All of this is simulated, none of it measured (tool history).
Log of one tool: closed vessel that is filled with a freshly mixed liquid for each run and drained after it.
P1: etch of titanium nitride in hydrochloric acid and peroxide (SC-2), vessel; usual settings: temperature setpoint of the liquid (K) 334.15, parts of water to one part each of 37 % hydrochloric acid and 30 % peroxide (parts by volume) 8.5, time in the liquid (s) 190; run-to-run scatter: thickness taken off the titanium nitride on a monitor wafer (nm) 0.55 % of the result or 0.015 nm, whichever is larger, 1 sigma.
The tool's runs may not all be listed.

run   hour  temperature setpoint of the liquid (K)  parts of water to one part each of 37 % hydrochloric acid and 30 % peroxide (parts by volume)  time in the liquid (s)  thickness taken off the titanium nitride on a monitor wafer (nm)
  1    3.6                                  334.15                                                                                            8.5                     190                                                            9.7653
  2    8.9                                  334.15                                                                                            8.5                      30                                                            1.5210
  3   12.6                                  334.15                                                                                            8.5                     190                                                            9.6635
  4   16.2                                  334.15                                                                                            4.0                     190                                                           17.0580
  5   20.5                                  334.15                                                                                            8.5                     190                                                            9.7493
  6   26.5                                  317.65                                                                                            8.5                     190                                                            3.3203
  7   30.2                                  334.15                                                                                            8.5                     190                                                            9.7180
  8   33.5                                  334.15                                                                                            8.5                     295                                                           15.0150
  9   37.3                                  334.15                                                                                           11.5                     100                                                            4.0299
 10   44.1                                  345.15                                                                                            8.5                     190                                                           18.8600
 11   49.2                                  334.15                                                                                            8.5                     190                                                            9.6399
 12   54.7                                  334.15                                                                                           14.0                     190                                                            6.4060
 13   60.7                                  334.15                                                                                            8.5                     190                                                            9.6731
 14   65.6                                  334.15                                                                                            8.5                     190                                                            9.9443
 15   69.3                                  334.15                                                                                            8.5                     190                                                           10.0770
 16   73.2                                  334.15                                                                                            8.5                     190                                                           10.3550
 17   76.4                                  334.15                                                                                            8.5                     190                                                           10.2830
 18   80.6                                  334.15                                                                                            8.5                     190                                                           10.3400
 19   86.4                                  334.15                                                                                            8.5                     190                                                           10.4490
 20   92.2                                  334.15                                                                                            8.5                     190                                                           10.5350
 21   98.5                                  334.15                                                                                            8.5                     190                                                           10.6110
 22  102.1                                  334.15                                                                                            8.5                     190                                                           10.4860
 23  108.0                                  334.15                                                                                            8.5                     190                                                           10.4590

What P1 gives has crept away from where it was. These 2 causes fit the log equally well, each at the size given:
A: liquid hotter than its thermometer reads (K) = 1.22
B: chemicals flow above the setpoint (%) = 9.84
The creep began at about hour 60.7.
Why every other cause is out:
peroxide weaker than its label (%): at most 8, which would move thickness taken off the titanium nitride on a monitor wafer (nm) by -7.3 %: too little, or the wrong way

4 check runs are offered, each on 5 wafers whose results are averaged, their results left as question marks. Which one tells the causes apart?
check 1  113.9                                  318.15                                                                                            4.0                     190                                                                 ?
check 2  113.9                                  341.65                                                                                            8.5                     190                                                                 ?
check 3  113.9                                  345.15                                                                                            8.5                     290                                                                 ?
check 4  113.9                                  320.65                                                                                           13.0                     190                                                                 ?

What each check would give under each cause:
  check                                                            result     if A     if B
check 1  thickness taken off the titanium nitride on a monitor wafer (nm)   6.4989   6.3570
check 2  thickness taken off the titanium nitride on a monitor wafer (nm)  16.5480  16.5930
check 3  thickness taken off the titanium nitride on a monitor wafer (nm)  31.0100  31.1400
check 4  thickness taken off the titanium nitride on a monitor wafer (nm)   3.0792   3.0747
How far apart the two closest causes lie, in the result that separates them most: check 1 2.21 %; check 2 0.27 %; check 3 0.42 %; check 4 0.15 %
Check 1 tells the causes apart: in the others they would give nearly the same result.

Then check 1 was run and gave: thickness taken off the titanium nitride on a monitor wafer (nm) 6.5112. Which cause is it?

It is A: liquid hotter than its thermometer reads (K).

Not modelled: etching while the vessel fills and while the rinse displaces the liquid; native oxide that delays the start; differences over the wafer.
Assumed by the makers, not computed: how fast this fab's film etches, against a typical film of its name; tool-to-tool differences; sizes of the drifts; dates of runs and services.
